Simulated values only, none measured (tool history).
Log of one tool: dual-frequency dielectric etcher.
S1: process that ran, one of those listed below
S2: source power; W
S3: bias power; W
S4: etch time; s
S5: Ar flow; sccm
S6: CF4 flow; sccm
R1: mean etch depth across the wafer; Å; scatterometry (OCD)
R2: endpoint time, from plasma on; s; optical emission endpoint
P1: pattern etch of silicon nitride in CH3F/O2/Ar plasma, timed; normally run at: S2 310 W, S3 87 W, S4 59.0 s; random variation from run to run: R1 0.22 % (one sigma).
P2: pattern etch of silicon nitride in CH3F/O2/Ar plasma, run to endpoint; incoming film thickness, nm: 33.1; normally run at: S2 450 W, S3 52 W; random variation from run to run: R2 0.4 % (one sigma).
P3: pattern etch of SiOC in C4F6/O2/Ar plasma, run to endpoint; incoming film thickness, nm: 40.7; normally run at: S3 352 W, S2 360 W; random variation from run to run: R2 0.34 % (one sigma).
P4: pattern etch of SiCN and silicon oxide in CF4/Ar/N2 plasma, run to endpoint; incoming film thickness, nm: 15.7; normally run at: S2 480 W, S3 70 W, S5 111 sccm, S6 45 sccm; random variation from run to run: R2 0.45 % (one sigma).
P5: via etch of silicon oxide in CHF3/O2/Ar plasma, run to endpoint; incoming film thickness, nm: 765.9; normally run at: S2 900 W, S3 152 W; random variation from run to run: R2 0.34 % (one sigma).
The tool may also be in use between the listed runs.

{"run": 1, "hour": 9.5, "S1": "P1", "S2": 310, "S3": 87, "S4": 59.0, "R1": 408.32}
{"run": 2, "hour": 19.9, "S1": "P1", "S2": 310, "S3": 87, "S4": 59.0, "R1": 409.44}
{"run": 3, "hour": 26.9, "S1": "P2", "S2": 600, "S3": 52, "R2": 44.603}
{"run": 4, "hour": 33.8, "S1": "P1", "S2": 310, "S3": 87, "S4": 59.0, "R1": 408.4}
{"run": 5, "hour": 44.8, "S1": "P1", "S2": 240, "S3": 87, "S4": 59.0, "R1": 370.9}
{"run": 6, "hour": 57.0, "S1": "P3", "S2": 360, "S3": 442, "R2": 14.37}
{"run": 7, "hour": 65.8, "S1": "P5", "S2": 900, "S3": 152, "R2": 353.57}
{"run": 8, "hour": 73.6, "S1": "P1", "S2": 310, "S3": 54, "S4": 74.5, "R1": 437.16}
{"run": 9, "hour": 81.1, "S1": "P1", "S2": 310, "S3": 87, "S4": 59.0, "R1": 407.54}
{"run": 10, "hour": 94.6, "S1": "P4", "S2": 480, "S3": 87, "S5": 111, "S6": 45, "R2": 18.162}
{"run": 11, "hour": 101.5, "S1": "P5", "S2": 900, "S3": 214, "R2": 316.86}
{"run": 12, "hour": 110.2, "S1": "P4", "S2": 480, "S3": 70, "S5": 111, "S6": 55, "R2": 19.386}
{"run": 13, "hour": 117.8, "S1": "P1", "S2": 310, "S3": 87, "S4": 87.5, "R1": 604.19}
{"run": 14, "hour": 130.5, "S1": "P1", "S2": 310, "S3": 120, "S4": 59.0, "R1": 460.46}
{"run": 15, "hour": 138.6, "S1": "P2", "S2": 450, "S3": 52, "R2": 49.963}
{"run": 16, "hour": 151.0, "S1": "P1", "S2": 240, "S3": 62, "S4": 59.0, "R1": 329.05}
{"run": 17, "hour": 160.7, "S1": "P4", "S2": 480, "S3": 70, "S5": 111, "S6": 45, "R2": 19.978}
{"run": 18, "hour": 168.6, "S1": "P5", "S2": 1240, "S3": 152, "R2": 311.63}
{"run": 19, "hour": 176.7, "S1": "P4", "S2": 310, "S3": 70, "S5": 111, "S6": 45, "R2": 29.204}
{"run": 20, "hour": 186.3, "S1": "P1", "S2": 400, "S3": 87, "S4": 59.0, "R1": 450.67}
{"run": 21, "hour": 194.1, "S1": "P3", "S2": 460, "S3": 352, "R2": 14.289}
{"run": 22, "hour": 200.9, "S1": "P2", "S2": 450, "S3": 37, "R2": 55.025}
{"run": 23, "hour": 211.2, "S1": "P1", "S2": 310, "S3": 87, "S4": 59.0, "R1": 407.97}
{"run": 24, "hour": 220.2, "S1": "P3", "S2": 360, "S3": 352, "R2": 15.611}
{"run": 25, "hour": 232.8, "S1": "P1", "S2": 310, "S3": 87, "S4": 32.5, "R1": 224.59}
{"run": 26, "hour": 245.5, "S1": "P4", "S2": 480, "S3": 70, "S5": 134, "S6": 45, "R2": 20.622}
{"run": 27, "hour": 259.1, "S1": "P1", "S2": 310, "S3": 87, "S4": 59.0, "R1": 408.09}
{"run": 28, "hour": 271.8, "S1": "P5", "S2": 900, "S3": 152, "R2": 353.3}
{"run": 29, "hour": 278.3, "S1": "P1", "S2": 250, "S3": 87, "S4": 37.0, "R1": 235.42}
{"run": 30, "hour": 287.5, "S1": "P1", "S2": 310, "S3": 55, "S4": 59.0, "R1": 349.06}
{"run": 31, "hour": 299.5, "S1": "P1", "S2": 310, "S3": 87, "S4": 59.0, "R1": 407.35}
{"run": 32, "hour": 309.1, "S1": "P1", "S2": 310, "S3": 87, "S4": 59.0, "R1": 406.29}
{"run": 33, "hour": 320.7, "S1": "P1", "S2": 310, "S3": 87, "S4": 59.0, "R1": 403.75}
{"run": 34, "hour": 326.6, "S1": "P1", "S2": 310, "S3": 87, "S4": 59.0, "R1": 401.17}
{"run": 35, "hour": 333.1, "S1": "P1", "S2": 310, "S3": 87, "S4": 59.0, "R1": 400.47}
{"run": 36, "hour": 341.5, "S1": "P1", "S2": 310, "S3": 87, "S4": 59.0, "R1": 400.54}
{"hour": 348.0, "done": "wet clean of the chamber"}
{"run": 37, "hour": 351.9, "S1": "P1", "S2": 310, "S3": 87, "S4": 59.0, "R1": 401.54}
{"run": 38, "hour": 364.7, "S1": "P1", "S2": 310, "S3": 87, "S4": 59.0, "R1": 402.25}
{"run": 39, "hour": 372.5, "S1": "P1", "S2": 310, "S3": 87, "S4": 59.0, "R1": 401.38}
{"run": 40, "hour": 378.8, "S1": "P1", "S2": 310, "S3": 87, "S4": 59.0, "R1": 400.23}

What P1 gives has crept away from where it was. These 2 causes fit the log equally well, each at the size given:
A: source power that arrives under what is set, % = 4.58
B: bias power that arrives under what is set, % = 4.71
The creep began at about hour 299.5.
Why every other cause is out:
chamber walls in a state that lowers the etch rate, %: serviced at hour 348.0, which brought nothing back

4 check runs are offered, each on 2 wafers whose results are averaged, their results left as question marks. Which one tells the causes apart?
{"run": "check 1", "hour": 385.1, "S1": "P5", "S2": 900, "S3": 152, "R2": "?"}
{"run": "check 2", "hour": 385.1, "S1": "P3", "S2": 360, "S3": 352, "R2": "?"}
{"run": "check 3", "hour": 385.1, "S1": "P2", "S2": 450, "S3": 52, "R2": "?"}
{"run": "check 4", "hour": 385.1, "S1": "P4", "S2": 480, "S3": 70, "S5": 111, "S6": 45, "R2": "?"}

What each check would give under each cause:
check=check_1 result=R2 if_A=359.230 if_B=358.090
check=check_2 result=R2 if_A=15.853 if_B=15.846
check=check_3 result=R2 if_A=50.954 if_B=50.788
check=check_4 result=R2 if_A=20.749 if_B=20.269
How far apart the two closest causes lie, in the result that separates them most: check 1 0.32 %; check 2 0.05 %; check 3 0.33 %; check 4 2.34 %
Only check 4 tells the causes apart: in the others they would give nearly the same result.

Check 4 was then run and gave: R2 20.623 s. Which cause is it?

It is A: source power that arrives under what is set, %.
